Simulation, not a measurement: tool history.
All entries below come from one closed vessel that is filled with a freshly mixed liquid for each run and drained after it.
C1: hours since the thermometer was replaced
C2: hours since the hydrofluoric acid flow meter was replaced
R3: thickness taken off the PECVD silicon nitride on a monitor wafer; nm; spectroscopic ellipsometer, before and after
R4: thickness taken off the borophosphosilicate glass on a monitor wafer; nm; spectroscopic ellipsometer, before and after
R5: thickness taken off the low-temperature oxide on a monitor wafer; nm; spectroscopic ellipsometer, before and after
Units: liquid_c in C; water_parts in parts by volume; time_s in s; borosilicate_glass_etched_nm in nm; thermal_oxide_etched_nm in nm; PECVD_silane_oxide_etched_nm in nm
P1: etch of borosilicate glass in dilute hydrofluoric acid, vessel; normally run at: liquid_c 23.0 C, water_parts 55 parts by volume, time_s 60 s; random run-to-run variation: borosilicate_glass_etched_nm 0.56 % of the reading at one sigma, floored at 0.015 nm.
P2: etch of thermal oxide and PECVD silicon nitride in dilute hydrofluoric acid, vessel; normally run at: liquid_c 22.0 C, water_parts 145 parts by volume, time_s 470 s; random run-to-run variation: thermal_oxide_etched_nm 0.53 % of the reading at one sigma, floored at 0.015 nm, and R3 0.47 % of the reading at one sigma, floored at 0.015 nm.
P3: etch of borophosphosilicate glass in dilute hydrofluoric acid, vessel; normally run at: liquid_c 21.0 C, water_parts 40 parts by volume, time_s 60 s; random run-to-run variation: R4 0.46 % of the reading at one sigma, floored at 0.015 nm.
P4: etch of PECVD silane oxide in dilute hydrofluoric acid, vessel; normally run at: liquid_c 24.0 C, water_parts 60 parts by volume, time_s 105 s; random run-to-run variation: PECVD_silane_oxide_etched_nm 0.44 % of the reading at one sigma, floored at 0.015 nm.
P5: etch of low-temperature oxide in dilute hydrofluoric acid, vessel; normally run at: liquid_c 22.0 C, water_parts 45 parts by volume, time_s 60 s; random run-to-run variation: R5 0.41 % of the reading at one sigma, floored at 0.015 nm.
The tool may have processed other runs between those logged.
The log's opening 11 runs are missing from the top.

{"run": 12, "hour": 96.4, "process": "P1", "liquid_c": 17.0, "water_parts": 55, "time_s": 105, "C1": 1922.5, "C2": 782.8, "borosilicate_glass_etched_nm": 51.308}
{"run": 13, "hour": 100.9, "process": "P2", "liquid_c": 27.5, "water_parts": 145, "time_s": 470, "C1": 1927.0, "C2": 787.3, "thermal_oxide_etched_nm": 16.988, "R3": 6.9786}
{"run": 14, "hour": 107.0, "process": "P1", "liquid_c": 23.0, "water_parts": 55, "time_s": 60, "C1": 1933.1, "C2": 793.4, "borosilicate_glass_etched_nm": 37.977}
{"run": 15, "hour": 116.7, "process": "P3", "liquid_c": 21.0, "water_parts": 40, "time_s": 60, "C1": 1942.8, "C2": 803.1, "R4": 85.127}
{"run": 16, "hour": 122.8, "process": "P4", "liquid_c": 24.0, "water_parts": 60, "time_s": 50, "C1": 1948.9, "C2": 809.2, "PECVD_silane_oxide_etched_nm": 13.058}
{"run": 17, "hour": 130.9, "process": "P4", "liquid_c": 24.0, "water_parts": 25, "time_s": 105, "C1": 1957.0, "C2": 817.3, "PECVD_silane_oxide_etched_nm": 68.377}
{"run": 18, "hour": 140.0, "process": "P3", "liquid_c": 21.0, "water_parts": 40, "time_s": 110, "C1": 1966.1, "C2": 826.4, "R4": 154.97}
{"run": 19, "hour": 148.2, "process": "P3", "liquid_c": 21.0, "water_parts": 40, "time_s": 60, "C1": 1974.3, "C2": 834.6, "R4": 85.079}
{"run": 20, "hour": 157.6, "process": "P3", "liquid_c": 21.0, "water_parts": 20, "time_s": 60, "C1": 1983.7, "C2": 844.0, "R4": 174.2}
{"run": 21, "hour": 166.9, "process": "P2", "liquid_c": 22.0, "water_parts": 145, "time_s": 690, "C1": 1993.0, "C2": 853.3, "thermal_oxide_etched_nm": 20.029, "R3": 7.1579}
{"run": 22, "hour": 174.3, "process": "P1", "liquid_c": 23.0, "water_parts": 55, "time_s": 60, "C1": 2000.4, "C2": 860.7, "borosilicate_glass_etched_nm": 37.909}
{"run": 23, "hour": 184.5, "process": "P1", "liquid_c": 17.0, "water_parts": 55, "time_s": 90, "C1": 2010.6, "C2": 870.9, "borosilicate_glass_etched_nm": 44.028}
{"run": 24, "hour": 189.1, "process": "P1", "liquid_c": 23.0, "water_parts": 55, "time_s": 60, "C1": 2015.2, "C2": 875.5, "borosilicate_glass_etched_nm": 37.524}
{"run": 25, "hour": 198.5, "process": "P2", "liquid_c": 22.0, "water_parts": 245, "time_s": 470, "C1": 2024.6, "C2": 884.9, "thermal_oxide_etched_nm": 7.3219, "R3": 2.9356}
{"run": 26, "hour": 208.2, "process": "P5", "liquid_c": 22.0, "water_parts": 20, "time_s": 60, "C1": 2034.3, "C2": 894.6, "R5": 47.251}
{"run": 27, "hour": 213.8, "process": "P5", "liquid_c": 22.0, "water_parts": 45, "time_s": 60, "C1": 2039.9, "C2": 900.2, "R5": 20.301}
{"run": 28, "hour": 224.1, "process": "P4", "liquid_c": 31.5, "water_parts": 60, "time_s": 105, "C1": 2050.2, "C2": 910.5, "PECVD_silane_oxide_etched_nm": 36.904}
{"run": 29, "hour": 234.1, "process": "P1", "liquid_c": 23.0, "water_parts": 55, "time_s": 90, "C1": 2060.2, "C2": 920.5, "borosilicate_glass_etched_nm": 56.749}
{"run": 30, "hour": 241.5, "process": "P4", "liquid_c": 24.0, "water_parts": 60, "time_s": 105, "C1": 2067.6, "C2": 927.9, "PECVD_silane_oxide_etched_nm": 27.345}
{"run": 31, "hour": 246.4, "process": "P5", "liquid_c": 22.0, "water_parts": 45, "time_s": 95, "C1": 2072.5, "C2": 932.8, "R5": 32.334}

Expected results for the next run?
{"run": 32, "hour": 254.5, "process": "P1", "liquid_c": 23.0, "water_parts": 55, "time_s": 60, "C1": 2080.6, "C2": 940.9, "borosilicate_glass_etched_nm": "?"}

{"run 32": {"borosilicate_glass_etched_nm": 38.077}}

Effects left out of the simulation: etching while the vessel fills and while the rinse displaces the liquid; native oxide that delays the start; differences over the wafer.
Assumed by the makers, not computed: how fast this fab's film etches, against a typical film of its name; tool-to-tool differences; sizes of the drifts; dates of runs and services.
